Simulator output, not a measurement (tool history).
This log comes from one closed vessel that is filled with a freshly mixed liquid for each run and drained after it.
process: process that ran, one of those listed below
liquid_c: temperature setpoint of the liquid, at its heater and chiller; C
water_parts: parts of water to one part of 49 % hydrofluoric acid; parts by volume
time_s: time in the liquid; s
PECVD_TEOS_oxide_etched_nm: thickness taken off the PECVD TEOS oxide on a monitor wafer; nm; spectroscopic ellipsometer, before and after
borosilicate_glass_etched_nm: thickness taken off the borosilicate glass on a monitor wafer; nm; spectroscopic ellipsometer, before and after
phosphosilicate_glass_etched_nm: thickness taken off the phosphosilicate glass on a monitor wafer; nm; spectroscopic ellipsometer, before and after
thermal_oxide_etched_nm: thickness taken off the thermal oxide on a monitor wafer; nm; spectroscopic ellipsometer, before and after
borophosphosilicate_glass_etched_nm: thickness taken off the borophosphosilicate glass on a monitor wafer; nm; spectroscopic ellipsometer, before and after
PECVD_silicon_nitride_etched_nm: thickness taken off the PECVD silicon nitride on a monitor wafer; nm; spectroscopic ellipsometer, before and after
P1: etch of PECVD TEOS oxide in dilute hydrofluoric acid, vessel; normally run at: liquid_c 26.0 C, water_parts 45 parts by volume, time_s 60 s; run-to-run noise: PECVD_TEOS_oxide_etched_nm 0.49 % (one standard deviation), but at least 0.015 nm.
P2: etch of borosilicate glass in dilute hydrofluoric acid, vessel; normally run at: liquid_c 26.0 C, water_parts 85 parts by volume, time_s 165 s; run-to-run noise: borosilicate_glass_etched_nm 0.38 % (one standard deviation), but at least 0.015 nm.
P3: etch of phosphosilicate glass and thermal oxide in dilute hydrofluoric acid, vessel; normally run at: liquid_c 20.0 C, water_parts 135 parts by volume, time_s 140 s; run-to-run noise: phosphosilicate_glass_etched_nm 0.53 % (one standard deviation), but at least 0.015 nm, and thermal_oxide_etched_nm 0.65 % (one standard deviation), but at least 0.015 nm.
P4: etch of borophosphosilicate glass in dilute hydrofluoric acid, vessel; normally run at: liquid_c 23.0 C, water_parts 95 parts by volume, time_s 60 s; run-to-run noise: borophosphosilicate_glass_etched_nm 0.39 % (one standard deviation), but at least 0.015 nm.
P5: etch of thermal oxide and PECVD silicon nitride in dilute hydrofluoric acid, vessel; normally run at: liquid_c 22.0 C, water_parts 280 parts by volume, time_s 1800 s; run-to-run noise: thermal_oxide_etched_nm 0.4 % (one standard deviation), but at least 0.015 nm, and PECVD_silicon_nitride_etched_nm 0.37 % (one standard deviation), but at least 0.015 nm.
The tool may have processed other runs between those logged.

run   hour  process  liquid_c  water_parts  time_s  hours since the thermometer was replaced  hours since the hydrofluoric acid flow meter was replaced  PECVD_TEOS_oxide_etched_nm  borosilicate_glass_etched_nm  phosphosilicate_glass_etched_nm  thermal_oxide_etched_nm  borophosphosilicate_glass_etched_nm  PECVD_silicon_nitride_etched_nm
  1   14.0       P1      26.0           45      60                                     693.8                                                      405.4                      42.747
  2   30.1       P2      22.5           85     165                                     709.9                                                      421.5                                                    48.336
  3   45.2       P1      31.0           45      60                                     725.0                                                      436.6                      52.299
  4   53.5       P3      17.0          135     140                                     733.3                                                      444.9                                                                                     47.444                  3.36550
  5   63.9       P4      17.0           95      60                                     743.7                                                      455.3                                                                                                                                                   22.646
  6   74.1       P1      26.0           45      60                                     753.9                                                      465.5                      43.629
  7   90.7       P1      26.0           45      30                                     770.5                                                      482.1                      21.713
  8  107.5       P3      20.0          135      30                                     787.3                                                      498.9                                                                                     11.492                  0.81831
  9  124.6       P1      26.0           45     105                                     804.4                                                      516.0                      75.306
 10  140.2       P4      23.0           95      60                                     820.0                                                      531.6                                                                                                                                                   29.063
 11  150.1       P5      22.0          280     475                                     829.9                                                      541.5                                                                                                             6.38110                                                                5.8361
 12  160.4       P4      23.0           95     100                                     840.2                                                      551.8                                                                                                                                                   48.501
 13  169.2       P2      26.0           85     325                                     849.0                                                      560.6                                                   109.180
 14  186.4       P2      26.0           35     165                                     866.2                                                      577.8                                                   144.990
 15  204.0       P3      20.0          135     140                                     883.8                                                      595.4                                                                                     53.041                  3.77320
 16  217.0       P1      26.0           75      60                                     896.8                                                      608.4                      24.824
 17  225.2       P5      22.0          280    1800                                     905.0                                                      616.6                                                                                                            24.10300                                                               21.8140
 18  241.6       P1      31.5           45      90                                     921.4                                                      633.0                      80.425
 19  249.9       P1      32.0           60      60                                     929.7                                                      641.3                      40.261
 20  262.0       P1      18.5           45      60                                     941.8                                                      653.4                      31.437
 21  272.4       P1      26.0           45      60                                     952.2                                                      663.8                      43.039
 22  286.1       P5      22.0          280    1800                                     965.9                                                      677.5                                                                                                            24.19900                                                               21.9880
 23  300.7       P5      26.5          280    1800                                     980.5                                                      692.1                                                                                                            28.29200                                                               29.1180
 24  315.4       P3      20.0          245     140                                     995.2                                                      706.8                                                                                     26.412                  1.85530
 25  328.5       P4      23.0          135      60                                    1008.3                                                      719.9                                                                                                                                                   19.583
 26  344.1       P5      22.0          430    1800                                    1023.9                                                      735.5                                                                                                            13.78200                                                               14.4180
 27  359.7       P1      26.0           45      60                                    1039.5                                                      751.1                      43.298
 28  371.1       P2      26.0           85     165                                    1050.9                                                      762.5                                                    55.541
 29  380.4       P1      20.5           20      60                                    1060.2                                                      771.8                      79.972
 30  390.0       P3      20.0          135     140                                    1069.8                                                      781.4                                                                                     53.291                  3.80330
 31  404.0       P1      26.0           20      60                                    1083.8                                                      795.4                     100.280
 32  421.9       P1      26.0           45      60                                    1101.7                                                      813.3                      43.241
 33  431.0       P1      26.0           45      60                                    1110.8                                                      822.4                      42.485
 34  441.7       P1      26.0           45      60                                    1121.5                                                      833.1                      41.779
 35  451.3       P1      26.0           45      60                                    1131.1                                                      842.7                      40.857
 36  465.7       P1      26.0           45      60                                    1145.5                                                      857.1                      40.083
 37  482.8       P1      26.0           45      60                                    1162.6                                                      874.2                      40.203
 38  498.5       P1      26.0           45      60                                    1178.3                                                      889.9                      39.894
 39  510.1       P1      26.0           45      60                                    1189.9                                                      901.5                      39.947
 40  519.1       P1      26.0           45      60                                    1198.9                                                      910.5                      40.380
 41  535.2       P1      26.0           45      60                                    1215.0                                                      926.6                      39.941
 42  548.4       P1      26.0           45      60                                    1228.2                                                      939.8                      39.874

What P1 gives has crept away from where it was. These 2 causes fit the log equally well, each at the size given:
A: hydrofluoric acid flow below the setpoint (%) = 7.05
B: liquid colder than its thermometer reads (K) = 1.91
The creep began at about hour 421.9.

Listed below are the offered check runs, one wafer per run, with question marks in place of results. For which of them would the causes give clearly different outcomes?
check 1  561.6       P2      26.0           85     165                                                                                                                                                              ?
check 2  561.6       P3      20.0          135     140                                                                                                                                                                                               ?                        ?
check 3  561.6       P4      23.0           95      60                                                                                                                                                                                                                                                             ?
check 4  561.6       P5      22.0          280    1800                                                                                                                                                                                                                        ?                                                                     ?

Expected result of each check under each candidate cause:
  check                               result      if A      if B
check 1         borosilicate_glass_etched_nm    51.122    51.418
check 2      phosphosilicate_glass_etched_nm    49.278    49.598
check 2              thermal_oxide_etched_nm   3.48600   3.50860
check 3  borophosphosilicate_glass_etched_nm    26.797    26.919
check 4              thermal_oxide_etched_nm  22.03300  22.55600
check 4      PECVD_silicon_nitride_etched_nm   20.5160   19.5300
How far apart the two closest causes lie, in the result that separates them most: check 1 0.58 %; check 2 0.65 %; check 3 0.45 %; check 4 4.93 %
Only check 4 tells the causes apart: in the others they would give nearly the same result.

Here is what check 4 returned: thermal_oxide_etched_nm 22.51500 nm; PECVD_silicon_nitride_etched_nm 19.5410 nm. Which cause is it?

The correct cause is B, namely: liquid colder than its thermometer reads (K).
